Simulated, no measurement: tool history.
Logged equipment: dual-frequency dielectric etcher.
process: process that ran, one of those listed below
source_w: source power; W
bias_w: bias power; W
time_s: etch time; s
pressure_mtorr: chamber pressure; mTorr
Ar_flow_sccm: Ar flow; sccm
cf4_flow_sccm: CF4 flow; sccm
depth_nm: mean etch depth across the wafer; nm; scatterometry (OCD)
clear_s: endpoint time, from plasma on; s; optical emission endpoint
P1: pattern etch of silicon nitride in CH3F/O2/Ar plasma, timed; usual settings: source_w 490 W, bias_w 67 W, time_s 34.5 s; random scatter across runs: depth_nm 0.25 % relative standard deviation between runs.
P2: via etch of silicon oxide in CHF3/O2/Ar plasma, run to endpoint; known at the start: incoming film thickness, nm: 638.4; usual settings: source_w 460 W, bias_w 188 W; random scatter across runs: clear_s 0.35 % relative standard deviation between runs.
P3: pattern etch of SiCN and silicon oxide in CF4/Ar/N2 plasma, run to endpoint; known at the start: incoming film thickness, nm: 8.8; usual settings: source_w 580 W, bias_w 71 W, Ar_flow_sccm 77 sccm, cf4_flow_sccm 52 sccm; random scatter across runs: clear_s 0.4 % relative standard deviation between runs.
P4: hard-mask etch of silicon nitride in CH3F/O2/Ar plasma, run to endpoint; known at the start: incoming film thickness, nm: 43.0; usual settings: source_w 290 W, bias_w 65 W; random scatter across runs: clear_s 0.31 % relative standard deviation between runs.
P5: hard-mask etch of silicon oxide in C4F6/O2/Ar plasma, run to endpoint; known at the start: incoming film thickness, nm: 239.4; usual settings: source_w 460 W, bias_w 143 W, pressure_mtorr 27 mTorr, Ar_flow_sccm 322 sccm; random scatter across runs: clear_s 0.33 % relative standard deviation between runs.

run,day,process,source_w,bias_w,time_s,pressure_mtorr,Ar_flow_sccm,cf4_flow_sccm,hours since the last wet clean,hours since the last source power generator calibration,hours since the last bias power generator calibration,depth_nm,clear_s
1,0.204,P1,490,67,34.5,,,,256.7,415.1,1622.5,24.201,
2,0.458,P1,410,44,34.5,,,,262.8,421.2,1628.6,19.718,
3,0.692,P5,460,143,,36,322,,268.4,426.8,1634.2,,78.1780
4,0.825,P5,460,143,,27,322,,271.6,430.0,1637.4,,75.4320
5,0.992,P1,300,67,26.5,,,,275.6,434.0,1641.4,15.472,
6,1.208,P1,490,44,42.0,,,,280.8,439.2,1646.6,25.876,
7,1.467,P3,770,71,,,77,52,287.0,445.4,1652.8,,6.2853
8,1.683,P4,290,48,,,,,292.2,450.6,1658.0,,81.2080
9,1.796,P1,490,67,48.5,,,,294.9,453.3,1660.7,33.971,
10,1.929,P3,580,71,,,77,34,298.1,456.5,1663.9,,8.5459
11,2.092,P2,460,120,,,,,302.0,460.4,1667.8,,413.6200
12,2.308,P1,690,67,34.5,,,,307.2,465.6,1673.0,27.690,
13,2.525,P4,360,65,,,,,312.4,470.8,1678.2,,67.1780
14,2.675,P1,330,67,34.5,,,,316.0,474.4,1681.8,20.711,
15,2.858,P1,490,67,34.5,,,,320.4,478.8,1686.2,24.220,
16,3.100,P1,490,67,34.5,,,,326.2,484.6,1692.0,24.176,
17,3.238,P3,580,71,,,77,52,329.5,487.9,1695.3,,7.9975
18,3.375,P3,580,47,,,77,52,332.8,491.2,1698.6,,9.1419
# day 3.562: bias power generator calibrated
19,3.625,P5,460,143,,27,435,,338.8,497.2,1.6,,77.7980
20,3.750,P5,460,86,,27,322,,341.8,500.2,4.6,,86.7120
21,4.000,P1,490,67,34.5,,,,347.8,506.2,10.6,24.236,
22,4.154,P1,490,48,34.5,,,,351.5,509.9,14.3,21.710,
23,4.404,P1,490,67,22.5,,,,357.5,515.9,20.3,15.832,
24,4.525,P2,310,188,,,,,360.4,518.8,23.2,,412.5000
25,4.708,P3,580,71,,,77,52,364.8,523.2,27.6,,8.0602
26,4.858,P5,640,143,,27,322,,368.4,526.8,31.2,,66.1740
27,4.992,P4,290,65,,,,,371.6,530.0,34.4,,73.1070
28,5.196,P1,490,88,34.5,,,,376.5,534.9,39.3,26.529,
29,5.400,P2,460,188,,,,,381.4,539.8,44.2,,356.2900
30,5.596,P3,580,71,,,45,52,386.1,544.5,48.9,,7.4545
31,5.746,P1,490,67,34.5,,,,389.7,548.1,52.5,24.215,
32,5.917,P1,490,67,34.5,,,,393.8,552.2,56.6,24.202,
33,6.133,P1,490,67,34.5,,,,399.0,557.4,61.8,24.223,
34,6.392,P1,490,67,34.5,,,,405.2,563.6,68.0,24.417,
35,6.550,P1,490,67,34.5,,,,409.0,567.4,71.8,24.504,

The next listed run, before its measurement:
36,6.754,P1,490,67,34.5,,,,413.9,572.3,76.7,?,

{"run 36": {"depth_nm": 24.474}}

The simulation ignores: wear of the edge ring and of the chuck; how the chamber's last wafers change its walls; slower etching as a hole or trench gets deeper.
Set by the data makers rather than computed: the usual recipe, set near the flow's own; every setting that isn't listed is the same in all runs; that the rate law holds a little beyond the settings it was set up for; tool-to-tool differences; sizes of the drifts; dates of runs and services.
